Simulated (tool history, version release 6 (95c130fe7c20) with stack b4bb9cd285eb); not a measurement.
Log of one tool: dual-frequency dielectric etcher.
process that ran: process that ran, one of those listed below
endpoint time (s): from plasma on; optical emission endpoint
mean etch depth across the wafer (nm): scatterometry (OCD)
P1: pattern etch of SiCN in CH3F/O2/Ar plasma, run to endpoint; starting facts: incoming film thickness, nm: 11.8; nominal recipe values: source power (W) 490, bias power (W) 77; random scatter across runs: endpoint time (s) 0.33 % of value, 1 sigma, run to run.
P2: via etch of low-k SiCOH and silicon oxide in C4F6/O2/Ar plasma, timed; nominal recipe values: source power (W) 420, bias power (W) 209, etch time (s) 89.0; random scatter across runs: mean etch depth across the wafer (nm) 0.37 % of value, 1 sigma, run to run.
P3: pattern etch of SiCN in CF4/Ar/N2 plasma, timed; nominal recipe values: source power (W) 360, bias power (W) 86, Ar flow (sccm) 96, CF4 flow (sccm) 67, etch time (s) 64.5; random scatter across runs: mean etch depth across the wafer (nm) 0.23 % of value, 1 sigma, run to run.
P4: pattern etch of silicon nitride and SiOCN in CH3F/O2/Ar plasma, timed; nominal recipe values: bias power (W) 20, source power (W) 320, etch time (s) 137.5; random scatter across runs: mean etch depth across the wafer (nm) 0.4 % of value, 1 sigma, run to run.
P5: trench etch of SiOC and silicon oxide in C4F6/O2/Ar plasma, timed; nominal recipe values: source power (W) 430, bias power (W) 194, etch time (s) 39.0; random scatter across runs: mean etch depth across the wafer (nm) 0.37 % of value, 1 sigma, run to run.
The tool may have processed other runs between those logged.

run	hour	process that ran	source power (W)	bias power (W)	etch time (s)	Ar flow (sccm)	CF4 flow (sccm)	endpoint time (s)	mean etch depth across the wafer (nm)
1	10.3	P1	490	77				28.010	
2	15.0	P2	420	209	65.0				197.530
3	24.9	P5	550	194	39.0				91.647
4	33.7	P1	400	77				30.310	
5	41.3	P1	490	77				28.107	
6	52.0	P2	420	209	89.0				269.570
7	58.9	P3	360	117	64.5	96	67		56.128
8	67.4	P4	320	20	177.0				21.374
9	75.8	P3	490	86	64.5	96	67		65.647
10	81.9	P2	420	209	89.0				269.930
11	91.3	P4	320	20	137.5				16.509
12	96.4	P1	490	49				32.573	
13	105.9	P1	490	77				27.981	
14	116.2	P1	490	77				28.037	
15	121.9	P4	320	20	137.5				16.497
16	129.1	P3	360	86	64.5	96	95		52.210
17	135.4	P4	320	15	137.5				14.547
18	146.0	P5	430	194	39.0				82.951
19	153.0	P1	490	77				28.032	
20	159.5	P4	390	20	137.5				17.718
21	166.0	P5	430	149	39.0				77.125
22	173.6	P3	360	86	64.5	96	67		50.059
23	183.2	P1	680	77				24.716	
24	188.0	P1	640	105				22.559	
25	196.0	P1	490	95				26.073	
# hour 196.2: bias power generator calibrated
26	201.8	P3	360	86	64.5	71	67		52.012
27	208.3	P3	360	86	64.5	96	67		50.050
28	218.2	P1	650	105				22.517	
29	226.6	P1	490	77				27.986	
30	232.2	P2	510	209	89.0				291.730
31	237.0	P3	360	86	35.5	96	67		27.366
32	243.4	P2	420	247	89.0				286.900
33	249.2	P5	430	194	21.5				45.855
34	255.3	P1	490	77				27.950	
35	264.5	P1	490	77				27.864	
36	269.6	P1	490	77				27.790	
37	279.4	P1	490	77				27.783	

For run 38, what comes out?
38	285.5	P1	490	77				?	

{"run 38": {"endpoint time (s)": 27.849}}
